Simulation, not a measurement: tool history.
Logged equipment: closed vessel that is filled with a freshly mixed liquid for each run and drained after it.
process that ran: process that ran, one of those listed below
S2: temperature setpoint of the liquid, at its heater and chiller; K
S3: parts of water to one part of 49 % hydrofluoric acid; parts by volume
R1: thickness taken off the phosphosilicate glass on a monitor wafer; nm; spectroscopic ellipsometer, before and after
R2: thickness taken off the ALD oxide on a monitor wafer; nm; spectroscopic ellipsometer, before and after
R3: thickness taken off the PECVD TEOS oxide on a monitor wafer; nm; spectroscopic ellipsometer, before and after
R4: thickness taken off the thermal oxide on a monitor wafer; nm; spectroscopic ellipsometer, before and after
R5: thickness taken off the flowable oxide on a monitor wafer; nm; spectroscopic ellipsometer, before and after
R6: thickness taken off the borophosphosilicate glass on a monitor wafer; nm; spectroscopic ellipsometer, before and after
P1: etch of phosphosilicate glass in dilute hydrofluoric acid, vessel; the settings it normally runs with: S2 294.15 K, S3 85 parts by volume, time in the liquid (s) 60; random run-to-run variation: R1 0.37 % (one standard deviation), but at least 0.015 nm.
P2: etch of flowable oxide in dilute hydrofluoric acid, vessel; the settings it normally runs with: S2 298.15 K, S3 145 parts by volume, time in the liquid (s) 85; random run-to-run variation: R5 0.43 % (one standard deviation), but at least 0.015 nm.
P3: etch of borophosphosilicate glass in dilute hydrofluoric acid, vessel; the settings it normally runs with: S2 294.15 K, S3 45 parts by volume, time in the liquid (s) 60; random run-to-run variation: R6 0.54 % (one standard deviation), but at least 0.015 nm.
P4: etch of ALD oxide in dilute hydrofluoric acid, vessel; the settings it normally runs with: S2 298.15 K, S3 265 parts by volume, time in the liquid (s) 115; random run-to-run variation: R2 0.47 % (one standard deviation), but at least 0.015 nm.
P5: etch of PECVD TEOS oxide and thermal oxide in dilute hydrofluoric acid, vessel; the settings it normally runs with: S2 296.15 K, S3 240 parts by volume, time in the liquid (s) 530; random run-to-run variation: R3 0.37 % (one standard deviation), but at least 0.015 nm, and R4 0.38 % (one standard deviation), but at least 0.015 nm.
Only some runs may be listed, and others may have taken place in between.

run 1 day=0.150 | process_that_ran=P1 S2=294.15 S3=85 time_in_the_liquid_(s)=60 | R1=104.370
run 2 day=0.246 | process_that_ran=P1 S2=294.15 S3=140 time_in_the_liquid_(s)=60 | R1=60.131
run 3 day=0.350 | process_that_ran=P4 S2=298.15 S3=265 time_in_the_liquid_(s)=115 | R2=5.2765
run 4 day=0.504 | process_that_ran=P5 S2=296.15 S3=240 time_in_the_liquid_(s)=530 | R3=23.148 R4=8.7597
run 5 day=0.658 | process_that_ran=P1 S2=294.15 S3=85 time_in_the_liquid_(s)=30 | R1=52.684
run 6 day=0.825 | process_that_ran=P2 S2=298.15 S3=145 time_in_the_liquid_(s)=85 | R5=12.3240
run 7 day=0.967 | process_that_ran=P4 S2=298.15 S3=130 time_in_the_liquid_(s)=115 | R2=12.5280
run 8 day=1.117 | process_that_ran=P5 S2=296.15 S3=240 time_in_the_liquid_(s)=290 | R3=12.740 R4=4.8767
run 9 day=1.242 | process_that_ran=P2 S2=298.15 S3=145 time_in_the_liquid_(s)=85 | R5=12.4090
run 10 day=1.333 | process_that_ran=P1 S2=298.65 S3=85 time_in_the_liquid_(s)=60 | R1=125.590
run 11 day=1.462 | process_that_ran=P1 S2=298.15 S3=85 time_in_the_liquid_(s)=35 | R1=72.339
run 12 day=1.621 | process_that_ran=P1 S2=294.15 S3=85 time_in_the_liquid_(s)=60 | R1=104.170
run 13 day=1.779 | process_that_ran=P1 S2=290.15 S3=125 time_in_the_liquid_(s)=60 | R1=58.138
run 14 day=1.908 | process_that_ran=P4 S2=298.15 S3=265 time_in_the_liquid_(s)=115 | R2=5.2475
-- day=2.096 hydrofluoric acid flow meter replaced
run 15 day=2.096 | process_that_ran=P1 S2=294.15 S3=85 time_in_the_liquid_(s)=60 | R1=104.970
run 16 day=2.250 | process_that_ran=P3 S2=294.15 S3=45 time_in_the_liquid_(s)=60 | R6=50.490
run 17 day=2.388 | process_that_ran=P3 S2=290.15 S3=45 time_in_the_liquid_(s)=60 | R6=42.696
run 18 day=2.558 | process_that_ran=P1 S2=294.15 S3=85 time_in_the_liquid_(s)=60 | R1=104.880
run 19 day=2.650 | process_that_ran=P2 S2=298.15 S3=60 time_in_the_liquid_(s)=85 | R5=33.2980
run 20 day=2.838 | process_that_ran=P5 S2=296.15 S3=400 time_in_the_liquid_(s)=530 | R3=12.010 R4=4.5572
run 21 day=2.950 | process_that_ran=P3 S2=294.15 S3=60 time_in_the_liquid_(s)=60 | R6=37.096
run 22 day=3.050 | process_that_ran=P1 S2=294.15 S3=85 time_in_the_liquid_(s)=60 | R1=104.200
run 23 day=3.146 | process_that_ran=P1 S2=294.15 S3=85 time_in_the_liquid_(s)=115 | R1=200.800
run 24 day=3.275 | process_that_ran=P2 S2=298.15 S3=145 time_in_the_liquid_(s)=40 | R5=5.7927
run 25 day=3.458 | process_that_ran=P1 S2=294.15 S3=40 time_in_the_liquid_(s)=60 | R1=235.430
run 26 day=3.558 | process_that_ran=P4 S2=306.15 S3=265 time_in_the_liquid_(s)=115 | R2=6.8822
run 27 day=3.696 | process_that_ran=P5 S2=296.15 S3=240 time_in_the_liquid_(s)=530 | R3=23.347 R4=8.8615
run 28 day=3.800 | process_that_ran=P2 S2=293.65 S3=145 time_in_the_liquid_(s)=85 | R5=10.4040
run 29 day=4.000 | process_that_ran=P5 S2=290.15 S3=240 time_in_the_liquid_(s)=530 | R3=18.629 R4=7.0862
run 30 day=4.125 | process_that_ran=P4 S2=298.15 S3=265 time_in_the_liquid_(s)=30 | R2=1.3837
run 31 day=4.308 | process_that_ran=P1 S2=290.15 S3=85 time_in_the_liquid_(s)=60 | R1=88.547
run 32 day=4.500 | process_that_ran=P3 S2=294.15 S3=45 time_in_the_liquid_(s)=30 | R6=25.128
run 33 day=4.629 | process_that_ran=P1 S2=294.15 S3=85 time_in_the_liquid_(s)=60 | R1=104.100
run 34 day=4.829 | process_that_ran=P1 S2=294.15 S3=85 time_in_the_liquid_(s)=60 | R1=110.130
run 35 day=4.971 | process_that_ran=P1 S2=294.15 S3=85 time_in_the_liquid_(s)=60 | R1=110.370
run 36 day=5.096 | process_that_ran=P1 S2=294.15 S3=85 time_in_the_liquid_(s)=60 | R1=111.800
run 37 day=5.212 | process_that_ran=P1 S2=294.15 S3=85 time_in_the_liquid_(s)=60 | R1=113.090
run 38 day=5.338 | process_that_ran=P1 S2=294.15 S3=85 time_in_the_liquid_(s)=60 | R1=113.130
run 39 day=5.529 | process_that_ran=P1 S2=294.15 S3=85 time_in_the_liquid_(s)=60 | R1=113.320
run 40 day=5.667 | process_that_ran=P1 S2=294.15 S3=85 time_in_the_liquid_(s)=60 | R1=113.130

What P1 gives has crept off from where it sat before. The 2 causes that follow fit the log equally well, each at the size noted:
A: hydrofluoric acid flow above the setpoint (%) = 7.29
B: liquid hotter than its thermometer reads (K) = 1.9
The process output started creeping at around day 4.629.

The check runs listed below each take one wafer, and their results are still question marks. Under which run would the listed causes lead to clearly different results?
run check 1 day=5.804 | process_that_ran=P2 S2=298.15 S3=60 time_in_the_liquid_(s)=85 | R5=?
run check 2 day=5.804 | process_that_ran=P4 S2=298.15 S3=130 time_in_the_liquid_(s)=115 | R2=?
run check 3 day=5.804 | process_that_ran=P5 S2=296.15 S3=390 time_in_the_liquid_(s)=345 | R3=? R4=?
run check 4 day=5.804 | process_that_ran=P3 S2=290.15 S3=45 time_in_the_liquid_(s)=30 | R6=?

How each check would come out, cause by cause:
check=check_1 result=R5 if_A=35.9420 if_B=35.9580
check=check_2 result=R2 if_A=13.4660 if_B=13.3490
check=check_3 result=R3 if_A=8.9071 if_B=8.6329
check=check_3 result=R4 if_A=3.3874 if_B=3.2831
check=check_4 result=R6 if_A=22.805 if_B=22.998
Per check, the gap between the least separated pair of causes, taken in the result that splits them most: check 1 0.04 %; check 2 0.88 %; check 3 3.13 %; check 4 0.84 %
The other checks would show nearly matching results whichever cause is true, so check 3 is the only one that separates the causes.

Check 3 has now been run. It gave: R3 8.6469 nm; R4 3.2868 nm. Which of the candidate causes is it?

It is B: liquid hotter than its thermometer reads (K).
